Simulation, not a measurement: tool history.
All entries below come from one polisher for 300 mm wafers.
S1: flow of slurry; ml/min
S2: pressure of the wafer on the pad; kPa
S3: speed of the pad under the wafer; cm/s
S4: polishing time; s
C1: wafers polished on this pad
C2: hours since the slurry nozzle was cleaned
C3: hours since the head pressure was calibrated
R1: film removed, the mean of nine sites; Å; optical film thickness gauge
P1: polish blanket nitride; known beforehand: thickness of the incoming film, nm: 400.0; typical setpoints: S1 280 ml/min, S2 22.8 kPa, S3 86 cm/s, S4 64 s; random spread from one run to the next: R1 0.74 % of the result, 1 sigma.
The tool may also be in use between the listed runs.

{"run": 1, "day": 0.571, "S1": 280, "S2": 22.8, "S3": 86, "S4": 64, "C1": 347, "C2": 456.6, "C3": 446.7, "R1": 1027.9}
{"run": 2, "day": 1.008, "S1": 280, "S2": 22.8, "S3": 134, "S4": 64, "C1": 431, "C2": 467.1, "C3": 457.2, "R1": 1466.8}
{"run": 3, "day": 1.462, "S1": 280, "S2": 10.3, "S3": 86, "S4": 64, "C1": 518, "C2": 478.0, "C3": 468.1, "R1": 465.28}
{"day": 1.712, "done": "worn pad replaced by a new one"}
{"run": 4, "day": 1.771, "S1": 280, "S2": 22.8, "S3": 86, "S4": 64, "C1": 11, "C2": 485.4, "C3": 475.5, "R1": 1032.1}
{"run": 5, "day": 2.288, "S1": 280, "S2": 22.8, "S3": 42, "S4": 64, "C1": 110, "C2": 497.8, "C3": 487.9, "R1": 585.57}
{"run": 6, "day": 2.712, "S1": 280, "S2": 22.8, "S3": 86, "S4": 98, "C1": 192, "C2": 508.0, "C3": 498.1, "R1": 1566.8}
{"run": 7, "day": 3.225, "S1": 280, "S2": 22.8, "S3": 86, "S4": 64, "C1": 290, "C2": 520.3, "C3": 510.4, "R1": 1034.7}
{"run": 8, "day": 3.708, "S1": 280, "S2": 15.9, "S3": 86, "S4": 33, "C1": 383, "C2": 531.9, "C3": 522.0, "R1": 367.01}
{"run": 9, "day": 4.121, "S1": 280, "S2": 22.8, "S3": 86, "S4": 64, "C1": 462, "C2": 541.8, "C3": 531.9, "R1": 1029.2}
{"run": 10, "day": 4.617, "S1": 420, "S2": 22.8, "S3": 86, "S4": 64, "C1": 558, "C2": 553.7, "C3": 543.8, "R1": 1072.3}
{"run": 11, "day": 5.05, "S1": 280, "S2": 22.8, "S3": 86, "S4": 64, "C1": 641, "C2": 564.1, "C3": 554.2, "R1": 1023.8}
{"run": 12, "day": 5.421, "S1": 280, "S2": 36.5, "S3": 86, "S4": 64, "C1": 712, "C2": 573.0, "C3": 563.1, "R1": 1633.5}
{"run": 13, "day": 5.938, "S1": 280, "S2": 22.8, "S3": 86, "S4": 34, "C1": 811, "C2": 585.4, "C3": 575.5, "R1": 539.3}
{"run": 14, "day": 6.267, "S1": 170, "S2": 22.8, "S3": 86, "S4": 64, "C1": 875, "C2": 593.3, "C3": 583.4, "R1": 959.44}
{"run": 15, "day": 6.6, "S1": 280, "S2": 22.8, "S3": 86, "S4": 64, "C1": 939, "C2": 601.3, "C3": 591.4, "R1": 1019.1}
{"run": 16, "day": 7.025, "S1": 280, "S2": 22.8, "S3": 86, "S4": 64, "C1": 1020, "C2": 611.5, "C3": 601.6, "R1": 1032.4}
{"run": 17, "day": 7.592, "S1": 280, "S2": 22.8, "S3": 86, "S4": 64, "C1": 1129, "C2": 625.1, "C3": 615.2, "R1": 990.39}
{"run": 18, "day": 7.95, "S1": 280, "S2": 22.8, "S3": 86, "S4": 64, "C1": 1198, "C2": 633.7, "C3": 623.8, "R1": 981.38}
{"run": 19, "day": 8.583, "S1": 280, "S2": 22.8, "S3": 86, "S4": 64, "C1": 1320, "C2": 648.9, "C3": 639.0, "R1": 984.32}

What does the tool deliver on the next run?
{"run": 20, "day": 9.196, "S1": 280, "S2": 22.8, "S3": 86, "S4": 64, "C1": 1437, "C2": 663.6, "C3": 653.7, "R1": "?"}

R1: 985.76 Å
